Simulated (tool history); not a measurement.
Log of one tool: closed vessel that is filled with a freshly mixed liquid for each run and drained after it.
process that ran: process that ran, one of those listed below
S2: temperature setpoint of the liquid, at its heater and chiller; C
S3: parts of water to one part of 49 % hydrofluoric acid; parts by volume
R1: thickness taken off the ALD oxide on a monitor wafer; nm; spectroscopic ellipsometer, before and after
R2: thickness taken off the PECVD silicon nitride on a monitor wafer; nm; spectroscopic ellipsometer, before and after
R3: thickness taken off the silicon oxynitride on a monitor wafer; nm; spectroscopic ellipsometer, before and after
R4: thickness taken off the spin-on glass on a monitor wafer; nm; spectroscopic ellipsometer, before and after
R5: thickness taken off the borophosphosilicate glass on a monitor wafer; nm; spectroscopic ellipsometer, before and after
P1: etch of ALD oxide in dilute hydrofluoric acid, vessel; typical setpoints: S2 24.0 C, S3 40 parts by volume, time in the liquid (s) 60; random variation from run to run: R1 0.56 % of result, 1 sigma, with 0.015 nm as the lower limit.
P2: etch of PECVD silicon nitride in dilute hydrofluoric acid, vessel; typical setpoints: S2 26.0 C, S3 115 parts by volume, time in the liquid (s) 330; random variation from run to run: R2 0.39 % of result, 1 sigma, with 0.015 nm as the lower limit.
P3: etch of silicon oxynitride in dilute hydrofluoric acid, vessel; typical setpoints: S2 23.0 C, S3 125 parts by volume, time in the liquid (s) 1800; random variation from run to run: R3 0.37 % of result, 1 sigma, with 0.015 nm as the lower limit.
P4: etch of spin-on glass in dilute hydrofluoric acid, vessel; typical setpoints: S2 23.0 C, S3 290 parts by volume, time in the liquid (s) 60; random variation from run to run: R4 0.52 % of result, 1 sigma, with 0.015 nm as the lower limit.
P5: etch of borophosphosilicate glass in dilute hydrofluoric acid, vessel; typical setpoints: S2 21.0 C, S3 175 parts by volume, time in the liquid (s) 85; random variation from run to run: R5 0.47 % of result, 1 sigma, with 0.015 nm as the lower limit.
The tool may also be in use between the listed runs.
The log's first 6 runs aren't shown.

Run 7, hour 25.6: process that ran P4, S2 23.0 C, S3 50 parts by volume, time in the liquid (s) 60. Result: R4 48.5260 nm.
Run 8, hour 28.8: process that ran P1, S2 24.0 C, S3 20 parts by volume, time in the liquid (s) 95. Result: R1 71.455 nm.
Run 9, hour 31.5: process that ran P1, S2 24.0 C, S3 40 parts by volume, time in the liquid (s) 90. Result: R1 33.282 nm.
Run 10, hour 34.1: process that ran P1, S2 24.0 C, S3 40 parts by volume, time in the liquid (s) 60. Result: R1 22.110 nm.
Run 11, hour 36.9: process that ran P4, S2 23.0 C, S3 290 parts by volume, time in the liquid (s) 115. Result: R4 12.2770 nm.
Run 12, hour 41.3: process that ran P1, S2 24.0 C, S3 40 parts by volume, time in the liquid (s) 60. Result: R1 22.208 nm.
Run 13, hour 44.2: process that ran P1, S2 20.0 C, S3 40 parts by volume, time in the liquid (s) 60. Result: R1 18.624 nm.
Run 14, hour 47.8: process that ran P1, S2 24.0 C, S3 25 parts by volume, time in the liquid (s) 60. Result: R1 35.731 nm.
Run 15, hour 52.2: process that ran P1, S2 30.5 C, S3 40 parts by volume, time in the liquid (s) 60. Result: R1 28.583 nm.
Run 16, hour 56.6: process that ran P2, S2 21.5 C, S3 115 parts by volume, time in the liquid (s) 330. Result: R2 9.4159 nm.
Run 17, hour 60.6: process that ran P4, S2 23.0 C, S3 290 parts by volume, time in the liquid (s) 60. Result: R4 6.3995 nm.
Run 18, hour 65.0: process that ran P4, S2 23.0 C, S3 290 parts by volume, time in the liquid (s) 60. Result: R4 6.4186 nm.
Run 19, hour 69.8: process that ran P5, S2 21.0 C, S3 175 parts by volume, time in the liquid (s) 155. Result: R5 45.497 nm.
Run 20, hour 72.7: process that ran P3, S2 23.0 C, S3 125 parts by volume, time in the liquid (s) 3245. Result: R3 35.357 nm.
Run 21, hour 76.2: process that ran P1, S2 24.0 C, S3 40 parts by volume, time in the liquid (s) 30. Result: R1 10.982 nm.
Run 22, hour 79.1: process that ran P2, S2 26.0 C, S3 115 parts by volume, time in the liquid (s) 30. Result: R2 1.1430 nm.
Run 23, hour 83.0: process that ran P3, S2 23.0 C, S3 125 parts by volume, time in the liquid (s) 1800. Result: R3 19.576 nm.
Run 24, hour 87.5: process that ran P5, S2 21.0 C, S3 175 parts by volume, time in the liquid (s) 85. Result: R5 24.939 nm.
Run 25, hour 90.0: process that ran P5, S2 17.0 C, S3 175 parts by volume, time in the liquid (s) 85. Result: R5 21.374 nm.
Run 26, hour 94.5: process that ran P2, S2 26.0 C, S3 195 parts by volume, time in the liquid (s) 330. Result: R2 7.4552 nm.
Run 27, hour 97.3: process that ran P4, S2 30.5 C, S3 290 parts by volume, time in the liquid (s) 60. Result: R4 8.3079 nm.
Run 28, hour 101.5: process that ran P3, S2 23.0 C, S3 55 parts by volume, time in the liquid (s) 1800. Result: R3 47.049 nm.
Run 29, hour 104.2: process that ran P5, S2 21.0 C, S3 50 parts by volume, time in the liquid (s) 85. Result: R5 99.896 nm.

Run 30 is up next; what results do you expect?
Run 30, hour 107.8: process that ran P3, S2 23.0 C, S3 125 parts by volume, time in the liquid (s) 1800. Result: R3 ?.

R3: 19.564 nm
